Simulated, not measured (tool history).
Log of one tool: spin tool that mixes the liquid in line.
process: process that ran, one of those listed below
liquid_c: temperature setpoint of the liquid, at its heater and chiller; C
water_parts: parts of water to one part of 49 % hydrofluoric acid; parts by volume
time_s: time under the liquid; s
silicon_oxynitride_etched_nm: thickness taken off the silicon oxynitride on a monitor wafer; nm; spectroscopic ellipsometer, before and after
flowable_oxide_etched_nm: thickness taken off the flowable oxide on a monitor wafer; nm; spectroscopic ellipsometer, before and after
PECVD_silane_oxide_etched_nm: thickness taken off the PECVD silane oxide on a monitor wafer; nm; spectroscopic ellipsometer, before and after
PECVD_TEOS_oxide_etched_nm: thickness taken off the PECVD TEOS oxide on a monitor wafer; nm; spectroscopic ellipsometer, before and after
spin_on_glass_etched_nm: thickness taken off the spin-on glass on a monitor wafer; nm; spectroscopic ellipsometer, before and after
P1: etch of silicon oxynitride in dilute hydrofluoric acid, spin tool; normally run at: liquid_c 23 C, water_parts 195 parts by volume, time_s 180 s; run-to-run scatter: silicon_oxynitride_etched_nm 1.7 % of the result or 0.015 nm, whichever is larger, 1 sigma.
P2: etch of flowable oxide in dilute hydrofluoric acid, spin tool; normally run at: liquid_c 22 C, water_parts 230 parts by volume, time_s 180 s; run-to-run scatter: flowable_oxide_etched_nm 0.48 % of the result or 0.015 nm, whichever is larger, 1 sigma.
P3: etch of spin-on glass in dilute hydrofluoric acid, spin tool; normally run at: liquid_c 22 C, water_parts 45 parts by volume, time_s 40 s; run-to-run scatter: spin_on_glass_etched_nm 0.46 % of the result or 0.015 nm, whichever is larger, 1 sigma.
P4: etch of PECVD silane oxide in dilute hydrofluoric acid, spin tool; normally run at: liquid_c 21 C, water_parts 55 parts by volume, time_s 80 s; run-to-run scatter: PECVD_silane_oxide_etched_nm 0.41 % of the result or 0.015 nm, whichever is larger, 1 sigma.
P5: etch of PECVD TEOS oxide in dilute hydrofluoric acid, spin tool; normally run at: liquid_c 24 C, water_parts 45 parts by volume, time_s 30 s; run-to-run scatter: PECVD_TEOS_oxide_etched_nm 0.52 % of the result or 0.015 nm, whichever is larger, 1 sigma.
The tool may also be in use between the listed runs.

Run 1, hour 9.6: process P1, liquid_c 23 C, water_parts 195 parts by volume, time_s 180 s. Result: silicon_oxynitride_etched_nm 1.6287 nm.
Run 2, hour 17.2: process P2, liquid_c 22 C, water_parts 230 parts by volume, time_s 180 s. Result: flowable_oxide_etched_nm 17.357 nm.
Run 3, hour 23.8: process P4, liquid_c 21 C, water_parts 80 parts by volume, time_s 80 s. Result: PECVD_silane_oxide_etched_nm 28.403 nm.
Run 4, hour 31.7: process P5, liquid_c 24 C, water_parts 45 parts by volume, time_s 30 s. Result: PECVD_TEOS_oxide_etched_nm 17.044 nm.
Run 5, hour 37: process P1, liquid_c 29 C, water_parts 320 parts by volume, time_s 180 s. Result: silicon_oxynitride_etched_nm 1.1459 nm.
Run 6, hour 44.7: process P1, liquid_c 23 C, water_parts 195 parts by volume, time_s 180 s. Result: silicon_oxynitride_etched_nm 1.6161 nm.
Run 7, hour 52.4: process P1, liquid_c 23 C, water_parts 195 parts by volume, time_s 180 s. Result: silicon_oxynitride_etched_nm 1.5972 nm.
Run 8, hour 56.8: process P3, liquid_c 22 C, water_parts 45 parts by volume, time_s 15 s. Result: spin_on_glass_etched_nm 9.7642 nm.
Run 9, hour 65.5: process P4, liquid_c 21 C, water_parts 55 parts by volume, time_s 80 s. Result: PECVD_silane_oxide_etched_nm 42.405 nm.
Run 10, hour 71.1: process P4, liquid_c 21 C, water_parts 55 parts by volume, time_s 25 s. Result: PECVD_silane_oxide_etched_nm 13.399 nm.
Run 11, hour 78.8: process P5, liquid_c 24 C, water_parts 45 parts by volume, time_s 15 s. Result: PECVD_TEOS_oxide_etched_nm 8.6288 nm.
Run 12, hour 87.2: process P3, liquid_c 22 C, water_parts 70 parts by volume, time_s 40 s. Result: spin_on_glass_etched_nm 16.301 nm.
Run 13, hour 95.5: process P1, liquid_c 23 C, water_parts 195 parts by volume, time_s 85 s. Result: silicon_oxynitride_etched_nm 0.77647 nm.
Run 14, hour 100.6: process P5, liquid_c 24 C, water_parts 20 parts by volume, time_s 30 s. Result: PECVD_TEOS_oxide_etched_nm 39.904 nm.
Run 15, hour 110.4: process P2, liquid_c 17 C, water_parts 230 parts by volume, time_s 180 s. Result: flowable_oxide_etched_nm 14.221 nm.
Run 16, hour 119.8: process P4, liquid_c 29 C, water_parts 55 parts by volume, time_s 80 s. Result: PECVD_silane_oxide_etched_nm 59.26 nm.
Run 17, hour 126.1: process P1, liquid_c 31 C, water_parts 195 parts by volume, time_s 180 s. Result: silicon_oxynitride_etched_nm 2.2419 nm.
Run 18, hour 131: process P1, liquid_c 23 C, water_parts 40 parts by volume, time_s 180 s. Result: silicon_oxynitride_etched_nm 8.9898 nm.
Run 19, hour 140.1: process P3, liquid_c 22 C, water_parts 45 parts by volume, time_s 40 s. Result: spin_on_glass_etched_nm 25.945 nm.
Run 20, hour 149.5: process P1, liquid_c 23 C, water_parts 195 parts by volume, time_s 180 s. Result: silicon_oxynitride_etched_nm 1.5712 nm.
Run 21, hour 156.1: process P3, liquid_c 27 C, water_parts 45 parts by volume, time_s 40 s. Result: spin_on_glass_etched_nm 32.267 nm.
Run 22, hour 162.1: process P1, liquid_c 23 C, water_parts 195 parts by volume, time_s 310 s. Result: silicon_oxynitride_etched_nm 2.6727 nm.
Run 23, hour 168: process P1, liquid_c 23 C, water_parts 275 parts by volume, time_s 180 s. Result: silicon_oxynitride_etched_nm 1.0338 nm.
Run 24, hour 173.5: process P1, liquid_c 23 C, water_parts 195 parts by volume, time_s 180 s. Result: silicon_oxynitride_etched_nm 1.6251 nm.
Run 25, hour 181.6: process P5, liquid_c 31.5 C, water_parts 45 parts by volume, time_s 30 s. Result: PECVD_TEOS_oxide_etched_nm 23.296 nm.
Run 26, hour 190.5: process P2, liquid_c 22 C, water_parts 230 parts by volume, time_s 15 s. Result: flowable_oxide_etched_nm 1.4237 nm.
Run 27, hour 195.6: process P2, liquid_c 22 C, water_parts 230 parts by volume, time_s 180 s. Result: flowable_oxide_etched_nm 17.28 nm.
Run 28, hour 202.8: process P5, liquid_c 24 C, water_parts 45 parts by volume, time_s 30 s. Result: PECVD_TEOS_oxide_etched_nm 17.091 nm.
Run 29, hour 211.3: process P3, liquid_c 22 C, water_parts 45 parts by volume, time_s 40 s. Result: spin_on_glass_etched_nm 26.264 nm.
Run 30, hour 219.5: process P2, liquid_c 22 C, water_parts 400 parts by volume, time_s 180 s. Result: flowable_oxide_etched_nm 8.4442 nm.

Run 31 comes next. What will it give?
Run 31, hour 224.6: process P1, liquid_c 17.5 C, water_parts 195 parts by volume, time_s 180 s. Result: silicon_oxynitride_etched_nm ?.

silicon_oxynitride_etched_nm: 1.233 nm
